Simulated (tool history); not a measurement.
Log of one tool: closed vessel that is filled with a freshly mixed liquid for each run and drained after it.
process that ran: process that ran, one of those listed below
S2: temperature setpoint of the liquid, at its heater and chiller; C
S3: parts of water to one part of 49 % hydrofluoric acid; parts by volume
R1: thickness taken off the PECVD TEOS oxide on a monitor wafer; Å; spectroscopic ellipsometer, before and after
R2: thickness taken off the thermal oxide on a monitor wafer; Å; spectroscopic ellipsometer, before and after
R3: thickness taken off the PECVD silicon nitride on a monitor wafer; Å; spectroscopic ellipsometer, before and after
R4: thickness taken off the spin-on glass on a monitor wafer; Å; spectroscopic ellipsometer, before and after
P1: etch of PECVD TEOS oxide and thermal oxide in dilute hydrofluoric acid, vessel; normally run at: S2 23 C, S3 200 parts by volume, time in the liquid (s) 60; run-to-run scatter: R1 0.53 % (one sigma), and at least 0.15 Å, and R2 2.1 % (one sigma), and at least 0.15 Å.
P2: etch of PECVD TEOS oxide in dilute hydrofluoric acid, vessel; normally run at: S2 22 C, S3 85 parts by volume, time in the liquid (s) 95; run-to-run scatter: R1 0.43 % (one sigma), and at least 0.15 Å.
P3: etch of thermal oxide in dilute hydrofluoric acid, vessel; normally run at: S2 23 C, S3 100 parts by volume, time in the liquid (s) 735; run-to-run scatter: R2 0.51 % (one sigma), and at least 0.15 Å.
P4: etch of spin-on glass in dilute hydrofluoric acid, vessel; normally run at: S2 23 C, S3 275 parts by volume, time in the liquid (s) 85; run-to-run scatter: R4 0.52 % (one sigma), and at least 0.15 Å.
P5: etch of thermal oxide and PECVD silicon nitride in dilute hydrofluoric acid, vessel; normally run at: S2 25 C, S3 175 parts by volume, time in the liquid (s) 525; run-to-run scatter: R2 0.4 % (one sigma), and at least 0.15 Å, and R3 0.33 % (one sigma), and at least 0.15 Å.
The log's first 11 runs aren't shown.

run 12 hour=66.8 | process_that_ran=P5 S2=25 S3=175 time_in_the_liquid_(s)=105 | R2=26.371 R3=15.968
run 13 hour=73.7 | process_that_ran=P1 S2=23 S3=200 time_in_the_liquid_(s)=110 | R1=126.77 R2=21.834
run 14 hour=79.2 | process_that_ran=P1 S2=23 S3=200 time_in_the_liquid_(s)=60 | R1=68.248 R2=11.948
run 15 hour=85.2 | process_that_ran=P2 S2=22 S3=85 time_in_the_liquid_(s)=95 | R1=105.59
run 16 hour=91.7 | process_that_ran=P4 S2=23 S3=275 time_in_the_liquid_(s)=30 | R4=26.809
run 17 hour=95.6 | process_that_ran=P2 S2=22 S3=85 time_in_the_liquid_(s)=175 | R1=195.37
run 18 hour=103.4 | process_that_ran=P1 S2=23 S3=315 time_in_the_liquid_(s)=30 | R1=19.488 R2=3.1881
run 19 hour=111.1 | process_that_ran=P5 S2=25 S3=175 time_in_the_liquid_(s)=525 | R2=133.09 R3=80.357
run 20 hour=115.6 | process_that_ran=P3 S2=23 S3=100 time_in_the_liquid_(s)=735 | R2=331.98
run 21 hour=119.3 | process_that_ran=P1 S2=23 S3=55 time_in_the_liquid_(s)=60 | R1=298.96 R2=51.543
-- hour=124.3 hydrofluoric acid flow meter replaced
run 22 hour=126.6 | process_that_ran=P2 S2=22 S3=85 time_in_the_liquid_(s)=95 | R1=106.05
run 23 hour=132 | process_that_ran=P3 S2=30.5 S3=100 time_in_the_liquid_(s)=735 | R2=444.73
run 24 hour=138.3 | process_that_ran=P1 S2=23 S3=360 time_in_the_liquid_(s)=60 | R1=32.198 R2=5.4847
run 25 hour=142.5 | process_that_ran=P3 S2=23 S3=100 time_in_the_liquid_(s)=735 | R2=334.79
run 26 hour=150.1 | process_that_ran=P1 S2=30.5 S3=200 time_in_the_liquid_(s)=60 | R1=89.527 R2=15.623
run 27 hour=156.4 | process_that_ran=P5 S2=29.5 S3=175 time_in_the_liquid_(s)=525 | R2=155.58 R3=106.88
run 28 hour=162.6 | process_that_ran=P1 S2=23 S3=200 time_in_the_liquid_(s)=60 | R1=68.617 R2=12.028
run 29 hour=168.5 | process_that_ran=P1 S2=17.5 S3=200 time_in_the_liquid_(s)=60 | R1=54.837 R2=9.7553
run 30 hour=176.5 | process_that_ran=P1 S2=23 S3=200 time_in_the_liquid_(s)=60 | R1=68.515 R2=11.768

The next listed run, before its measurement:
run 31 hour=180.1 | process_that_ran=P3 S2=23 S3=170 time_in_the_liquid_(s)=735 | R2=?

Run 31 gave R2 181.55 Å.

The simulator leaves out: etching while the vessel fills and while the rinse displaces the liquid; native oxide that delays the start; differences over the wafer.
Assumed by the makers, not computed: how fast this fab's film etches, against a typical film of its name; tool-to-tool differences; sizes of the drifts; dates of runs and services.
